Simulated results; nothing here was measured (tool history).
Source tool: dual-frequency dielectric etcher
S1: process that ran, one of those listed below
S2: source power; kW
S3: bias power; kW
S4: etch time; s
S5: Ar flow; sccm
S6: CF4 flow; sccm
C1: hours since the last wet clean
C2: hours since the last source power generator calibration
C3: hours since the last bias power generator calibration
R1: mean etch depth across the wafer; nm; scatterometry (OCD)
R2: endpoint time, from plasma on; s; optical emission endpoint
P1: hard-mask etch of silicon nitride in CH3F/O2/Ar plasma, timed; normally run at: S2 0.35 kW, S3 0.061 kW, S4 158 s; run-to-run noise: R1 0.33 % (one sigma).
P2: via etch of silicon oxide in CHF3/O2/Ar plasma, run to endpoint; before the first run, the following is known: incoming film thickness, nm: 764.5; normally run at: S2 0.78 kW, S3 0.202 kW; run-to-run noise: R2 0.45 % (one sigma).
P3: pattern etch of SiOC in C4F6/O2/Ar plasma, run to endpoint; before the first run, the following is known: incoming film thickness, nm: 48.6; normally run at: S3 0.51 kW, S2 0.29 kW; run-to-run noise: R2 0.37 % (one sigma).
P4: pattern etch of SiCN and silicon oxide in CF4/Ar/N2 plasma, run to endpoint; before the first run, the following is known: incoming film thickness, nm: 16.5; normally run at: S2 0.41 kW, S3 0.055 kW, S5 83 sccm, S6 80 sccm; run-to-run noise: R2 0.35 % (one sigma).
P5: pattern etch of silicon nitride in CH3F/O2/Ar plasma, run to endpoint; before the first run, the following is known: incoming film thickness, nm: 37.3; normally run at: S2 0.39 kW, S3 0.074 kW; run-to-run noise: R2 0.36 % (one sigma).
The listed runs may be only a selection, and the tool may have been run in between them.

run 1 hour=9.4 | S1=P1 S2=0.35 S3=0.061 S4=158 | C1=161.7 C2=606.7 C3=1784.3 | R1=97.865
run 2 hour=27.4 | S1=P4 S2=0.41 S3=0.055 S5=83 S6=80 | C1=179.7 C2=624.7 C3=1802.3 | R2=21.314
run 3 hour=41.6 | S1=P5 S2=0.39 S3=0.074 | C1=193.9 C2=638.9 C3=1816.5 | R2=52.616
run 4 hour=51.8 | S1=P2 S2=0.78 S3=0.128 | C1=204.1 C2=649.1 C3=1826.7 | R2=405.74
run 5 hour=67.1 | S1=P5 S2=0.39 S3=0.051 | C1=219.4 C2=664.4 C3=1842 | R2=59.242
run 6 hour=80.3 | S1=P3 S2=0.18 S3=0.51 | C1=232.6 C2=677.6 C3=1855.2 | R2=21.635
run 7 hour=95.9 | S1=P1 S2=0.49 S3=0.079 S4=158 | C1=248.2 C2=693.2 C3=1870.8 | R1=122.71
run 8 hour=111.5 | S1=P1 S2=0.35 S3=0.046 S4=158 | C1=263.8 C2=708.8 C3=1886.4 | R1=89.211
run 9 hour=128.7 | S1=P1 S2=0.35 S3=0.061 S4=158 | C1=281 C2=726 C3=1903.6 | R1=97.977
run 10 hour=142.2 | S1=P4 S2=0.41 S3=0.055 S5=83 S6=80 | C1=294.5 C2=739.5 C3=1917.1 | R2=21.503
run 11 hour=159 | S1=P1 S2=0.22 S3=0.061 S4=158 | C1=311.3 C2=756.3 C3=1933.9 | R1=82.276
run 12 hour=167.7 | S1=P1 S2=0.35 S3=0.084 S4=158 | C1=320 C2=765 C3=1942.6 | R1=110.26
run 13 hour=177.4 | S1=P4 S2=0.41 S3=0.055 S5=53 S6=80 | C1=329.7 C2=774.7 C3=1952.3 | R2=20.072
run 14 hour=195.9 | S1=P4 S2=0.41 S3=0.041 S5=83 S6=80 | C1=348.2 C2=793.2 C3=1970.8 | R2=23.312
run 15 hour=214.3 | S1=P3 S2=0.29 S3=0.305 | C1=366.6 C2=811.6 C3=1989.2 | R2=22.025
run 16 hour=230.7 | S1=P5 S2=0.39 S3=0.074 | C1=383 C2=828 C3=2005.6 | R2=52.82
run 17 hour=245.3 | S1=P1 S2=0.35 S3=0.061 S4=96 | C1=397.6 C2=842.6 C3=2020.2 | R1=59.856
run 18 hour=259.1 | S1=P4 S2=0.41 S3=0.055 S5=83 S6=52 | C1=411.4 C2=856.4 C3=2034 | R2=22.805
run 19 hour=274.7 | S1=P4 S2=0.56 S3=0.055 S5=83 S6=80 | C1=427 C2=872 C3=2049.6 | R2=16.238
run 20 hour=289.2 | S1=P2 S2=0.53 S3=0.202 | C1=441.5 C2=886.5 C3=2064.1 | R2=410.42
-- hour=292.4 source power generator calibrated
run 21 hour=298.9 | S1=P1 S2=0.35 S3=0.061 S4=158 | C1=451.2 C2=6.5 C3=2073.8 | R1=98.49
run 22 hour=314.8 | S1=P5 S2=0.23 S3=0.074 | C1=467.1 C2=22.4 C3=2089.7 | R2=64.038
run 23 hour=324.7 | S1=P1 S2=0.35 S3=0.061 S4=158 | C1=477 C2=32.3 C3=2099.6 | R1=97.884
run 24 hour=342.7 | S1=P1 S2=0.35 S3=0.061 S4=216.5 | C1=495 C2=50.3 C3=2117.6 | R1=134.68
run 25 hour=360.8 | S1=P3 S2=0.29 S3=0.51 | C1=513.1 C2=68.4 C3=2135.7 | R2=18.173
run 26 hour=369.9 | S1=P1 S2=0.35 S3=0.061 S4=158 | C1=522.2 C2=77.5 C3=2144.8 | R1=98.459
run 27 hour=384.2 | S1=P1 S2=0.49 S3=0.061 S4=158 | C1=536.5 C2=91.8 C3=2159.1 | R1=112.63
run 28 hour=402.6 | S1=P3 S2=0.29 S3=0.51 | C1=554.9 C2=110.2 C3=2177.5 | R2=18.256
run 29 hour=415.8 | S1=P2 S2=0.78 S3=0.202 | C1=568.1 C2=123.4 C3=2190.7 | R2=350.98
run 30 hour=433.4 | S1=P1 S2=0.35 S3=0.061 S4=158 | C1=585.7 C2=141 C3=2208.3 | R1=98.361
run 31 hour=452.1 | S1=P1 S2=0.35 S3=0.061 S4=158 | C1=604.4 C2=159.7 C3=2227 | R1=97.745
run 32 hour=469.6 | S1=P1 S2=0.35 S3=0.061 S4=158 | C1=621.9 C2=177.2 C3=2244.5 | R1=96.436
run 33 hour=482.1 | S1=P1 S2=0.35 S3=0.061 S4=158 | C1=634.4 C2=189.7 C3=2257 | R1=97.122
-- hour=492.9 wet clean of the chamber
run 34 hour=493.2 | S1=P1 S2=0.35 S3=0.061 S4=158 | C1=0.4 C2=200.8 C3=2268.1 | R1=97.69
run 35 hour=501.9 | S1=P1 S2=0.35 S3=0.061 S4=158 | C1=9.1 C2=209.5 C3=2276.8 | R1=96.816
run 36 hour=517.8 | S1=P1 S2=0.35 S3=0.061 S4=158 | C1=25 C2=225.4 C3=2292.7 | R1=96.256
run 37 hour=531.9 | S1=P1 S2=0.35 S3=0.061 S4=158 | C1=39.1 C2=239.5 C3=2306.8 | R1=96.69

The log shows P1 creeping away from where it was. Any of the 2 causes listed here, at the size stated for it, fits the log just as well as the others:
A: source power that arrives under what is set, % = 4.25
B: bias power that arrives under what is set, % = 4.88
The process output started creeping at around hour 433.4.
What rules out each remaining cause:
chamber walls in a state that lowers the etch rate, %: maintenance at hour 492.9, after the shift began, did not return the process to its former output

Which of the 4 check runs listed below, each an average over 2 wafers with its results shown as question marks, gives clearly different results under the different listed causes?
run check 1 hour=546 | S1=P4 S2=0.54 S3=0.055 S5=83 S6=56 | R2=?
run check 2 hour=546 | S1=P5 S2=0.23 S3=0.055 | R2=?
run check 3 hour=546 | S1=P3 S2=0.29 S3=0.342 | R2=?
run check 4 hour=546 | S1=P2 S2=0.78 S3=0.155 | R2=?

Expected result of each check under each candidate cause:
check=check_1 result=R2 if_A=18.437 if_B=18.017
check=check_2 result=R2 if_A=72.385 if_B=72.4
check=check_3 result=R2 if_A=21.462 if_B=21.498
check=check_4 result=R2 if_A=391.71 if_B=391.34
Separation of the two closest causes in each check, using whichever result separates them best: check 1 2.3 %; check 2 0.02 %; check 3 0.16 %; check 4 0.1 %
Of the check runs offered, only check 1 discriminates between the causes; the rest would read about the same regardless of which cause applies.

Here is what check 1 returned: R2 18.113 s. Which cause is it?

The cause is B: bias power that arrives under what is set, %.

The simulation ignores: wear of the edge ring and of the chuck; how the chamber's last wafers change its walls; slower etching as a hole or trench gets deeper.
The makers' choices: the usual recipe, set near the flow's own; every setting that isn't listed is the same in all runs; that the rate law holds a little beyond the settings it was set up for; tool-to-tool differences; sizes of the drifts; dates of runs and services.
